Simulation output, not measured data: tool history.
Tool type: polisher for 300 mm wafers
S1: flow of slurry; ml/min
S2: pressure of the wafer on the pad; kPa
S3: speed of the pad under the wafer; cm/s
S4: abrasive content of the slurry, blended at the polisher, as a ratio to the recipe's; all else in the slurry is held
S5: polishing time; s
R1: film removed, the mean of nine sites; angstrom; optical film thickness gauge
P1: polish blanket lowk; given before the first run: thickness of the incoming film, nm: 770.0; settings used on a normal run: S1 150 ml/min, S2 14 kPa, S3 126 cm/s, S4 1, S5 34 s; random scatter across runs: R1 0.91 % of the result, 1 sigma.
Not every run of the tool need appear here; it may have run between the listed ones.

| run | hour | S1 | S2 | S3 | S4 | S5 | R1 |
|---|---|---|---|---|---|---|---|
| 1 | 6.6 | 150 | 14 | 126 | 1 | 34 | 192.72 |
| 2 | 10.9 | 215 | 14 | 92 | 1 | 34 | 154.64 |
| 3 | 17.2 | 150 | 14 | 178 | 1 | 34 | 251.09 |
| 4 | 24.4 | 150 | 14 | 126 | 1 | 34 | 191.91 |
| 5 | 32.5 | 150 | 14 | 126 | 1 | 34 | 191.12 |
| 6 | 38.9 | 150 | 14 | 126 | 0.55 | 34 | 136.9 |
| 7 | 43 | 150 | 14 | 126 | 1.3 | 34 | 211.42 |
| 8 | 49 | 150 | 14 | 126 | 1 | 17 | 95.543 |
| 9 | 55 | 150 | 14 | 126 | 1 | 45 | 253.57 |
| 10 | 60.1 | 90 | 14 | 126 | 1 | 34 | 167.22 |
| 11 | 67 | 150 | 14 | 126 | 1 | 34 | 189.77 |
| 12 | 74.3 | 150 | 21 | 126 | 1 | 34 | 284.88 |
| 13 | 78.9 | 150 | 14 | 126 | 1 | 34 | 190.17 |
| 14 | 85.7 | 200 | 14 | 126 | 1 | 34 | 199.42 |
| 15 | 93.9 | 150 | 14 | 72 | 1 | 34 | 120.55 |
| 16 | 100.8 | 150 | 14 | 126 | 1 | 34 | 188.49 |
| 17 | 105.9 | 150 | 14 | 126 | 1 | 34 | 188.87 |
| 18 | 111.7 | 150 | 7 | 126 | 1 | 34 | 95.53 |
| 19 | 117 | 150 | 14 | 126 | 1 | 34 | 190.91 |
| 20 | 123.5 | 150 | 14 | 126 | 1 | 34 | 183.79 |
| 21 | 131.4 | 150 | 14 | 126 | 1 | 34 | 178.41 |
| 22 | 136.5 | 150 | 14 | 126 | 1 | 34 | 178.71 |
| 23 | 144.3 | 150 | 14 | 126 | 1 | 34 | 172.11 |
|  | 145.9 | worn pad replaced by a new one |
|  | 150.2 | conditioning disc replaced and pad reconditioned |
|  | 151.1 | slurry nozzle cleaned |
| 24 | 152.8 | 150 | 14 | 126 | 1 | 34 | 171.18 |
| 25 | 157.7 | 150 | 14 | 126 | 1 | 34 | 169.61 |
| 26 | 166.1 | 150 | 14 | 126 | 1 | 34 | 168.64 |
| 27 | 171.2 | 150 | 14 | 126 | 1 | 34 | 169.08 |
| 28 | 179.7 | 150 | 14 | 126 | 1 | 34 | 171.08 |
| 29 | 188.2 | 150 | 14 | 126 | 1 | 34 | 167.44 |
| 30 | 192.9 | 150 | 14 | 126 | 1 | 34 | 168.45 |

P1 no longer gives what it gave before; its output has crept away from where it was. The following 2 causes, each at its listed size, fit the log equally well:
A: abrasive missing from the slurry, % = 22.8
B: head's pressure below its setpoint, % = 11.8
The gradual shift began around hour 117.
The rest of the possible causes, and what rules out each one:
removal rate lost through wear of the pad, %: work on it at hour 145.9, done after the drift set in, did not restore what the process gave before
slurry flow missing at the pad, %: work on it at hour 151.1, done after the drift set in, did not restore what the process gave before
time polished since the conditioner stopped cutting, s: work on it at hour 150.2, done after the drift set in, did not restore what the process gave before

Each of the check runs listed below is run on 3 wafers and reports their average, with the results left as question marks. Pick the one under which the possible causes would lead to clearly different results.
| check 1 | 197.6 | 150 | 17.9 | 126 | 1 | 34 | ? |
| check 2 | 197.6 | 115 | 13.8 | 126 | 1 | 34 | ? |
| check 3 | 197.6 | 150 | 13.8 | 126 | 0.55 | 34 | ? |
| check 4 | 197.6 | 150 | 18.6 | 126 | 1 | 34 | ? |

What each check would give under each cause:
| check | result | if A | if B |
|---|---|---|---|
| check 1 | R1 | 218.44 | 218.53 |
| check 2 | R1 | 159.5 | 159.57 |
| check 3 | R1 | 117.94 | 122.53 |
| check 4 | R1 | 226.84 | 226.93 |
Distance between the nearest two causes, measured in the result of the check that separates them most: check 1 0.04 %; check 2 0.04 %; check 3 3.82 %; check 4 0.04 %
Check 3 is the one run that separates the causes; every other check would come out nearly the same whichever cause is at work.

Check 3 was carried out, with these results: R1 122.92 angstrom. Which of the listed causes is responsible?

Of the candidate causes, it is B: head's pressure below its setpoint, %.

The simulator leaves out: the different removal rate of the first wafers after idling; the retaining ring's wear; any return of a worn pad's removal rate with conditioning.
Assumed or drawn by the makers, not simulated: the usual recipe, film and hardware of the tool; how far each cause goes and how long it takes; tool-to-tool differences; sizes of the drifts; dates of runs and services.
